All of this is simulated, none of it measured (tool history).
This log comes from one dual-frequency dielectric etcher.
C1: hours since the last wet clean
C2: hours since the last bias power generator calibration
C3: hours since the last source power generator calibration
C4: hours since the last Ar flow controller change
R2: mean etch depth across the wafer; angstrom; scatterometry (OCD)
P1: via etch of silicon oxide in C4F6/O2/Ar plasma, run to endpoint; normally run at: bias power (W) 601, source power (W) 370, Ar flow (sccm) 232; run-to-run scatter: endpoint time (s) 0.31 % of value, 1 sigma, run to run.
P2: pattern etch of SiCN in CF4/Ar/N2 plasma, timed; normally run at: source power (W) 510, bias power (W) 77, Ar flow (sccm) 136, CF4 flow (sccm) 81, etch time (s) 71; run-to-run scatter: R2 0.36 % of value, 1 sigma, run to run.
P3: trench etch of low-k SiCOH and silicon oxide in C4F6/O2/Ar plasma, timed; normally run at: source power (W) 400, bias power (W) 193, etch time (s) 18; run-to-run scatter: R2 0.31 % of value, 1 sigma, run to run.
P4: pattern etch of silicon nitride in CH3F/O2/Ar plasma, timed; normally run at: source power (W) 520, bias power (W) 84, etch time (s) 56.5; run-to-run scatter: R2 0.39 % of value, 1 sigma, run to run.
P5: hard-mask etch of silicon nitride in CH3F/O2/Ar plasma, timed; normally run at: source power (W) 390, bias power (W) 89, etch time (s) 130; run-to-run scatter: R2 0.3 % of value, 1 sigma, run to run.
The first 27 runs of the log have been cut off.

run 28 hour=108.6 | process_that_ran=P2 bias_power_(W)=77 source_power_(W)=510 Ar_flow_(sccm)=136 etch_time_(s)=71 CF4_flow_(sccm)=52 | C1=412.5 C2=1760.9 C3=3121.5 C4=1097.4 | R2=632.02
run 29 hour=112.5 | process_that_ran=P5 bias_power_(W)=89 source_power_(W)=390 etch_time_(s)=88 | C1=416.4 C2=1764.8 C3=3125.4 C4=1101.3 | R2=655.15
run 30 hour=116.4 | process_that_ran=P5 bias_power_(W)=89 source_power_(W)=270 etch_time_(s)=130 | C1=420.3 C2=1768.7 C3=3129.3 C4=1105.2 | R2=849.37
run 31 hour=121.4 | process_that_ran=P1 bias_power_(W)=601 source_power_(W)=370 Ar_flow_(sccm)=232 | C1=425.3 C2=1773.7 C3=3134.3 C4=1110.2 | endpoint_time_(s)=18.814
run 32 hour=124.2 | process_that_ran=P2 bias_power_(W)=104 source_power_(W)=510 Ar_flow_(sccm)=136 etch_time_(s)=71 CF4_flow_(sccm)=81 | C1=428.1 C2=1776.5 C3=3137.1 C4=1113 | R2=751.69
run 33 hour=128.7 | process_that_ran=P1 bias_power_(W)=601 source_power_(W)=370 Ar_flow_(sccm)=284 | C1=432.6 C2=1781 C3=3141.6 C4=1117.5 | endpoint_time_(s)=19.189
run 34 hour=132.8 | process_that_ran=P1 bias_power_(W)=601 source_power_(W)=370 Ar_flow_(sccm)=232 | C1=436.7 C2=1785.1 C3=3145.7 C4=1121.6 | endpoint_time_(s)=18.831
run 35 hour=136.4 | process_that_ran=P1 bias_power_(W)=601 source_power_(W)=370 Ar_flow_(sccm)=232 | C1=440.3 C2=1788.7 C3=3149.3 C4=1125.2 | endpoint_time_(s)=18.667
run 36 hour=141.2 | process_that_ran=P1 bias_power_(W)=601 source_power_(W)=370 Ar_flow_(sccm)=232 | C1=445.1 C2=1793.5 C3=3154.1 C4=1130 | endpoint_time_(s)=18.455
-- hour=141.7 Ar flow controller replaced
-- hour=141.9 wet clean of the chamber
run 37 hour=144.2 | process_that_ran=P1 bias_power_(W)=601 source_power_(W)=370 Ar_flow_(sccm)=232 | C1=2.4 C2=1796.5 C3=3157.1 C4=2.6 | endpoint_time_(s)=18.516
run 38 hour=147.1 | process_that_ran=P1 bias_power_(W)=601 source_power_(W)=370 Ar_flow_(sccm)=232 | C1=5.3 C2=1799.4 C3=3160 C4=5.5 | endpoint_time_(s)=18.476

Run 39 comes next. What will it give?
run 39 hour=151.2 | process_that_ran=P1 bias_power_(W)=601 source_power_(W)=370 Ar_flow_(sccm)=232 | C1=9.4 C2=1803.5 C3=3164.1 C4=9.6 | endpoint_time_(s)=?

Run 39 produced endpoint time (s) 18.509.

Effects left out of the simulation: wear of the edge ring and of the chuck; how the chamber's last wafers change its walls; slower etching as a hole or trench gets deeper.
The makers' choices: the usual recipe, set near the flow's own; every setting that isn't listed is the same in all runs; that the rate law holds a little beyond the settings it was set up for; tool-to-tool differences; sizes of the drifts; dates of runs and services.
